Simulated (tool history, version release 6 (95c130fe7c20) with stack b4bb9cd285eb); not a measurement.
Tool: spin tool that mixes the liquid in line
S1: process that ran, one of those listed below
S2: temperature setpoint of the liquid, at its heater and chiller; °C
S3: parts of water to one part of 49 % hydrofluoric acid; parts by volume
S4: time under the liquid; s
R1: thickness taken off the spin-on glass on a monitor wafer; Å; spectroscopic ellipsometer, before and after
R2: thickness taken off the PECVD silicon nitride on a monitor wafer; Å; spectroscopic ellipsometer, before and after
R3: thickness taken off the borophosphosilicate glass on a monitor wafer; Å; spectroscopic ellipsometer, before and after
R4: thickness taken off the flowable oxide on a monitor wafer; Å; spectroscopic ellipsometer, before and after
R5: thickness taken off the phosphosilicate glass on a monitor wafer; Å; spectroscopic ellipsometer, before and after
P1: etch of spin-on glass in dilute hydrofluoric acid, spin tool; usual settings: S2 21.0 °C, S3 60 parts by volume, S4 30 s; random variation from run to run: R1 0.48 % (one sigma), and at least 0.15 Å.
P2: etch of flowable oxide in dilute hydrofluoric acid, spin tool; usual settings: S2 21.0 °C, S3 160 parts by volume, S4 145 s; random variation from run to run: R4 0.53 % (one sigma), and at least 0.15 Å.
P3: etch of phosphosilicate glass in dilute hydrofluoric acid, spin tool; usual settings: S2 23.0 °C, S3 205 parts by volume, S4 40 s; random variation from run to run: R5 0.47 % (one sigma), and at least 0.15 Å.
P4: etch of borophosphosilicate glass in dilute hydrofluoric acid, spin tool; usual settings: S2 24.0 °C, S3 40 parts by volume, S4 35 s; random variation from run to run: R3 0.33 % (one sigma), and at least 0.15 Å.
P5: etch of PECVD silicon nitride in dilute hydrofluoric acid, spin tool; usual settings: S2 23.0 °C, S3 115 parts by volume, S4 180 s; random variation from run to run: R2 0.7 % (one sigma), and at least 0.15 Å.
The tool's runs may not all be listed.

run 1 hour=7.1 | S1=P1 S2=21.0 S3=60 S4=30 | R1=317.48
run 2 hour=16.7 | S1=P5 S2=23.0 S3=115 S4=25 | R2=3.6225
run 3 hour=26.8 | S1=P1 S2=27.0 S3=60 S4=15 | R1=204.45
run 4 hour=37.2 | S1=P1 S2=17.0 S3=60 S4=30 | R1=270.46
run 5 hour=44.0 | S1=P4 S2=24.0 S3=20 S4=35 | R3=698.35
run 6 hour=50.9 | S1=P5 S2=23.0 S3=115 S4=180 | R2=28.4640
run 7 hour=59.9 | S1=P5 S2=23.0 S3=210 S4=180 | R2=15.7350
run 8 hour=69.9 | S1=P1 S2=21.0 S3=60 S4=30 | R1=319.58
run 9 hour=80.5 | S1=P1 S2=21.0 S3=60 S4=30 | R1=319.17
run 10 hour=91.1 | S1=P2 S2=21.0 S3=30 S4=145 | R4=2025.400
run 11 hour=102.3 | S1=P3 S2=23.0 S3=205 S4=40 | R5=165.08
run 12 hour=111.0 | S1=P1 S2=21.0 S3=60 S4=30 | R1=318.09
run 13 hour=118.3 | S1=P1 S2=17.0 S3=60 S4=60 | R1=541.02
run 14 hour=129.6 | S1=P1 S2=21.0 S3=80 S4=30 | R1=232.61
run 15 hour=140.9 | S1=P1 S2=21.0 S3=60 S4=60 | R1=640.61
run 16 hour=148.3 | S1=P2 S2=21.0 S3=160 S4=145 | R4=325.390
run 17 hour=158.3 | S1=P2 S2=25.0 S3=160 S4=145 | R4=382.190
run 18 hour=167.2 | S1=P5 S2=23.0 S3=115 S4=180 | R2=28.4620
run 19 hour=172.7 | S1=P1 S2=21.0 S3=60 S4=15 | R1=159.15
run 20 hour=179.7 | S1=P4 S2=24.0 S3=40 S4=35 | R3=339.48
run 21 hour=187.8 | S1=P1 S2=21.0 S3=20 S4=30 | R1=1004.10
run 22 hour=195.6 | S1=P4 S2=24.0 S3=40 S4=35 | R3=340.05
run 23 hour=203.3 | S1=P2 S2=21.0 S3=160 S4=15 | R4=33.875
run 24 hour=214.3 | S1=P3 S2=23.0 S3=75 S4=40 | R5=521.80
run 25 hour=220.5 | S1=P3 S2=23.0 S3=205 S4=75 | R5=308.23
run 26 hour=231.8 | S1=P1 S2=28.5 S3=60 S4=30 | R1=429.85
run 27 hour=239.0 | S1=P4 S2=17.0 S3=40 S4=35 | R3=251.44
run 28 hour=249.0 | S1=P5 S2=17.0 S3=115 S4=180 | R2=18.7600
run 29 hour=260.0 | S1=P1 S2=21.0 S3=60 S4=30 | R1=316.71
run 30 hour=269.5 | S1=P3 S2=19.0 S3=205 S4=40 | R5=142.11
run 31 hour=278.1 | S1=P4 S2=24.0 S3=40 S4=15 | R3=145.76
run 32 hour=289.4 | S1=P1 S2=21.0 S3=60 S4=30 | R1=319.73
run 33 hour=298.5 | S1=P1 S2=21.0 S3=60 S4=30 | R1=311.57
run 34 hour=305.2 | S1=P1 S2=21.0 S3=60 S4=30 | R1=305.42
run 35 hour=311.8 | S1=P1 S2=21.0 S3=60 S4=30 | R1=304.77
run 36 hour=322.6 | S1=P1 S2=21.0 S3=60 S4=30 | R1=301.66
run 37 hour=327.9 | S1=P1 S2=21.0 S3=60 S4=30 | R1=300.29
run 38 hour=336.4 | S1=P1 S2=21.0 S3=60 S4=30 | R1=302.89
run 39 hour=345.6 | S1=P1 S2=21.0 S3=60 S4=30 | R1=298.40
run 40 hour=351.8 | S1=P1 S2=21.0 S3=60 S4=30 | R1=297.73
run 41 hour=358.1 | S1=P1 S2=21.0 S3=60 S4=30 | R1=298.44

What P1 gives has crept away from where it was. These 2 causes fit the log equally well, each at the size given:
A: hydrofluoric acid flow below the setpoint (%) = 5.8
B: liquid colder than its thermometer reads (K) = 1.53
The creep began at about hour 289.4.

4 check runs are offered, each on 5 wafers whose results are averaged, their results left as question marks. Which one tells the causes apart?
run check 1 hour=364.4 | S1=P3 S2=19.5 S3=75 S4=40 | R5=?
run check 2 hour=364.4 | S1=P5 S2=23.0 S3=115 S4=110 | R2=?
run check 3 hour=364.4 | S1=P4 S2=24.0 S3=20 S4=35 | R3=?
run check 4 hour=364.4 | S1=P2 S2=21.0 S3=40 S4=35 | R4=?

What each check would give under each cause:
check=check_1 result=R5 if_A=422.99 if_B=423.20
check=check_2 result=R2 if_A=16.2070 if_B=15.5280
check=check_3 result=R3 if_A=657.36 if_B=655.00
check=check_4 result=R4 if_A=339.590 if_B=338.710
How far apart the two closest causes lie, in the result that separates them most: check 1 0.05 %; check 2 4.28 %; check 3 0.36 %; check 4 0.26 %
Check 2 tells the causes apart: in the others they would give nearly the same result.

Then check 2 was run and gave: R2 15.4260 Å. Which cause is it?

It is B: liquid colder than its thermometer reads (K).
